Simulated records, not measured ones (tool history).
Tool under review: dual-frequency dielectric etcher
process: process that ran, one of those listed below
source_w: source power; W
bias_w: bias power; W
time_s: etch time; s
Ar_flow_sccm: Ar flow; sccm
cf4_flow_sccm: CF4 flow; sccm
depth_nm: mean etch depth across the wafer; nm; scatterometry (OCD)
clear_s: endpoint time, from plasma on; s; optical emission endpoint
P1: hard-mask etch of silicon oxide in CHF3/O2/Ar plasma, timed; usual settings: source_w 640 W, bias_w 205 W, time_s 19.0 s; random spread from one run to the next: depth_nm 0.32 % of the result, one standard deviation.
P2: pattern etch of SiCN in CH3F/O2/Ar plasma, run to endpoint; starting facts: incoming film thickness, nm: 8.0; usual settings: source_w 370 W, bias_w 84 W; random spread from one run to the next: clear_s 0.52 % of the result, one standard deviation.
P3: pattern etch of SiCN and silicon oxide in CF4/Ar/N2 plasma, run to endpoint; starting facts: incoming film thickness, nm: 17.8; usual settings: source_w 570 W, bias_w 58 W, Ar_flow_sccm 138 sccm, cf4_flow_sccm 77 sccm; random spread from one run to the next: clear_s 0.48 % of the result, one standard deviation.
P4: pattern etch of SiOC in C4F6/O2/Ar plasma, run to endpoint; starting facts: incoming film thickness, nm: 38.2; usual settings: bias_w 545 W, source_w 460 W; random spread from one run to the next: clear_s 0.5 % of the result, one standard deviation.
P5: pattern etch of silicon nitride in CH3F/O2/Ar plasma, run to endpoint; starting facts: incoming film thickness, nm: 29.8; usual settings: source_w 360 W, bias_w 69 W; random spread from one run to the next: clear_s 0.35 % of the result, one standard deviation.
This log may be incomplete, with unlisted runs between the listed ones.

run	hour	process	source_w	bias_w	time_s	Ar_flow_sccm	cf4_flow_sccm	hours since the last wet clean	hours since the last source power generator calibration	hours since the last bias power generator calibration	depth_nm	clear_s
1	16.7	P1	640	205	19.0			148.5	931.4	2789.0	41.126	
2	32.3	P1	640	205	25.0			164.1	947.0	2804.6	54.202	
3	45.0	P5	360	69				176.8	959.7	2817.3		45.5870
4	60.5	P1	880	205	19.0			192.3	975.2	2832.8	46.657	
5	70.8	P5	360	69				202.6	985.5	2843.1		45.4020
6	84.5	P4	460	545				216.3	999.2	2856.8		11.3780
7	96.9	P1	450	205	19.0			228.7	1011.6	2869.2	35.855	
8	110.7	P1	430	205	27.0			242.5	1025.4	2883.0	50.428	
9	122.1	P3	570	58		184	77	253.9	1036.8	2894.4		19.9810
10	132.3	P3	570	58		138	56	264.1	1047.0	2904.6		20.1450
11	148.6	P1	640	243	19.0			280.4	1063.3	2920.9	43.827	
12	161.7	P5	270	69				293.5	1076.4	2934.0		50.3860
13	177.5	P1	640	129	19.0			309.3	1092.2	2949.8	35.481	
14	193.1	P1	640	205	19.0			324.9	1107.8	2965.4	41.488	
15	203.0	P1	640	205	14.0			334.8	1117.7	2975.3	30.279	
16	214.1	P1	640	205	19.0			345.9	1128.8	2986.4	41.408	
17	226.6	P3	570	58		138	77	358.4	1141.3	2998.9		18.8020
18	241.9	P4	460	328				373.7	1156.6	3014.2		13.6880
19	257.8	P4	650	545				389.6	1172.5	3030.1		9.9839
20	268.1	P3	570	37		138	77	399.9	1182.8	3040.4		21.7820
21	282.2	P2	370	84				414.0	1196.9	3054.5		20.2090
22	292.6	P2	370	84				424.4	1207.3	3064.9		19.9640
23	308.9	P5	360	94				440.7	1223.6	3081.2		40.3640
24	323.7	P2	370	51				455.5	1238.4	3096.0		24.0220
25	337.5	P1	640	205	19.0			469.3	1252.2	3109.8	41.166	
26	351.6	P4	460	545				483.4	1266.3	3123.9		11.3910
27	366.5	P1	480	205	10.5			498.3	1281.2	3138.8	20.431	
28	384.4	P2	220	84				516.2	1299.1	3156.7		24.3940
29	395.7	P1	640	205	19.0			527.5	1310.4	3168.0	41.095	
30	408.4	P3	730	58		138	77	540.2	1323.1	3180.7		15.1000
31	419.5	P1	640	205	19.0			551.3	1334.2	3191.8	41.278	
32	438.5	P1	640	205	19.0			570.3	1353.2	3210.8	40.890	
33	451.9	P1	640	205	19.0			583.7	1366.6	3224.2	40.754	
34	462.2	P1	640	205	19.0			594.0	1376.9	3234.5	40.803	
35	476.7	P1	640	205	19.0			608.5	1391.4	3249.0	40.793	
36	495.0	P1	640	205	19.0			626.8	1409.7	3267.3	40.578	
# hour 500.9: wet clean of the chamber
37	513.9	P1	640	205	19.0			13.0	1428.6	3286.2	40.420	
38	527.9	P1	640	205	19.0			27.0	1442.6	3300.2	40.647	
39	545.2	P1	640	205	19.0			44.3	1459.9	3317.5	40.546	
40	554.7	P1	640	205	19.0			53.8	1469.4	3327.0	40.628	
41	563.6	P1	640	205	19.0			62.7	1478.3	3335.9	40.450	

Something has made what P1 gives creep away from where it was; the 2 causes below, each at its own stated size, fit the log equally well:
A: bias power that arrives under what is set, % = 4.58
B: source power that arrives under what is set, % = 4.13
The drift started at roughly hour 419.5.
Other possible causes, and why each is ruled out:
chamber walls in a state that lowers the etch rate, %: maintenance at hour 500.9, after the shift began, did not return the process to its former output

Which of the check runs below tells the causes apart, meaning the causes would give it clearly different results? Each run uses 3 wafers whose results are averaged, and each result is shown as a question mark.
check 1	572.5	P3	730	58		138	77					?
check 2	572.5	P2	250	84								?
check 3	572.5	P5	280	91								?
check 4	572.5	P4	630	454								?

What each check would give under each cause:
check	result	if A	if B
check 1	clear_s	15.3940	15.7450
check 2	clear_s	23.7240	23.6760
check 3	clear_s	45.7520	45.6810
check 4	clear_s	11.0230	11.0120
Separation of the two closest causes in each check, using whichever result separates them best: check 1 2.25 %; check 2 0.2 %; check 3 0.16 %; check 4 0.1 %
Of the check runs offered, only check 1 discriminates between the causes; the rest would read about the same regardless of which cause applies.

Here is what check 1 returned: clear_s 15.7230 s. Which cause is it?

It is B: source power that arrives under what is set, %.

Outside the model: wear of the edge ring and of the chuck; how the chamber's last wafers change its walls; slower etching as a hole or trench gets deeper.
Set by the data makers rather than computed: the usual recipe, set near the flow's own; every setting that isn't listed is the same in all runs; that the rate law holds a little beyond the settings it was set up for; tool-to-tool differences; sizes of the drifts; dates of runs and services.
